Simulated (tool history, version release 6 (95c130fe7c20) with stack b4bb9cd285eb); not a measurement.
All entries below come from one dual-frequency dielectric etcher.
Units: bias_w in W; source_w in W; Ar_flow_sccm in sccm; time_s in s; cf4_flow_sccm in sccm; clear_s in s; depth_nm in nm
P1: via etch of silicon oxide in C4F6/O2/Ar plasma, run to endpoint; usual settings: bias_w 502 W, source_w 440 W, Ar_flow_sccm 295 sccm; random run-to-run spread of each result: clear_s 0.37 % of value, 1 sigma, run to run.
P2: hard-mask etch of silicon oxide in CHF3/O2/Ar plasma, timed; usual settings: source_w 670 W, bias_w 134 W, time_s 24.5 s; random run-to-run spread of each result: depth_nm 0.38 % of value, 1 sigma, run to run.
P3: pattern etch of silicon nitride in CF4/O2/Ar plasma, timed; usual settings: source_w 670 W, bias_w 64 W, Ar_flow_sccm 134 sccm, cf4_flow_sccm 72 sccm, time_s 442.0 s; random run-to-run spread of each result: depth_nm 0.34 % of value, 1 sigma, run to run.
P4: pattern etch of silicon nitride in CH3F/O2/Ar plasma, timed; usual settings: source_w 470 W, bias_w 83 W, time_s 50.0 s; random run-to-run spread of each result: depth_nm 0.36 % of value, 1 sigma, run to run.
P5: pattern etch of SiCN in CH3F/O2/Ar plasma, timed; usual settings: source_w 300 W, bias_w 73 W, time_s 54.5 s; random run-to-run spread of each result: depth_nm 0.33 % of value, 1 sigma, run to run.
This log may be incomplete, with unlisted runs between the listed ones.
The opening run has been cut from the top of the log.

run   hour  process  bias_w  source_w  Ar_flow_sccm  time_s  cf4_flow_sccm  hours since the last wet clean  hours since the last bias power generator calibration  hours since the last source power generator calibration  hours since the last Ar flow controller change  clear_s  depth_nm
  2   14.3       P5      73       300                  54.5                                          362.4                                                 2018.5                                                   1880.0                                          1841.6             18.165
  3   23.1       P2     134       670                  24.5                                          371.2                                                 2027.3                                                   1888.8                                          1850.4             44.842
  4   35.5       P2     134       670                  35.5                                          383.6                                                 2039.7                                                   1901.2                                          1862.8             64.814
  5   47.4       P1     502       440           295                                                  395.5                                                 2051.6                                                   1913.1                                          1874.7   20.588
  6   59.3       P1     705       440           295                                                  407.4                                                 2063.5                                                   1925.0                                          1886.6   18.042
  7   66.0       P1     502       440           295                                                  414.1                                                 2070.2                                                   1931.7                                          1893.3   20.432
  8   74.2       P1     502       330           295                                                  422.3                                                 2078.4                                                   1939.9                                          1901.5   22.855
  9   85.6       P4      83       470                  50.0                                          433.7                                                 2089.8                                                   1951.3                                          1912.9             39.180
 10   96.6       P1     502       440           358                                                  444.7                                                 2100.8                                                   1962.3                                          1923.9   20.871
 11  106.9       P3      64       670            93   442.0             72                           455.0                                                 2111.1                                                   1972.6                                          1934.2           1145.900
 12  114.5       P1     502       440           295                                                  462.6                                                 2118.7                                                   1980.2                                          1941.8   20.523
 13  121.0       P3      64       670           134   442.0             72                           469.1                                                 2125.2                                                   1986.7                                          1948.3           1092.200
 14  127.0       P1     502       440           214                                                  475.1                                                 2131.2                                                   1992.7                                          1954.3   19.710
 15  132.5       P5      43       300                  54.5                                          480.6                                                 2136.7                                                   1998.2                                          1959.8             15.220
 16  142.6       P1     502       600           295                                                  490.7                                                 2146.8                                                   2008.3                                          1969.9   18.372
 17  154.7       P2     184       670                  24.5                                          502.8                                                 2158.9                                                   2020.4                                          1982.0             49.690
 18  167.1       P1     502       340           399                                                  515.2                                                 2171.3                                                   2032.8                                          1994.4   23.255
 19  173.2       P1     403       570           295                                                  521.3                                                 2177.4                                                   2038.9                                          2000.5   20.206
 20  181.0       P5      73       170                  54.5                                          529.1                                                 2185.2                                                   2046.7                                          2008.3             14.667
 21  193.0       P1     502       440           295                                                  541.1                                                 2197.2                                                   2058.7                                          2020.3   20.504
 22  198.4       P3      87       670           134   442.0             72                           546.5                                                 2202.6                                                   2064.1                                          2025.7           1248.200

Run 23, settings as shown, results not yet in. Your forecast:
 23  210.1       P4      83       470                  28.0                                          558.2                                                 2214.3                                                   2075.8                                          2037.4                  ?

depth_nm: 21.982 nm

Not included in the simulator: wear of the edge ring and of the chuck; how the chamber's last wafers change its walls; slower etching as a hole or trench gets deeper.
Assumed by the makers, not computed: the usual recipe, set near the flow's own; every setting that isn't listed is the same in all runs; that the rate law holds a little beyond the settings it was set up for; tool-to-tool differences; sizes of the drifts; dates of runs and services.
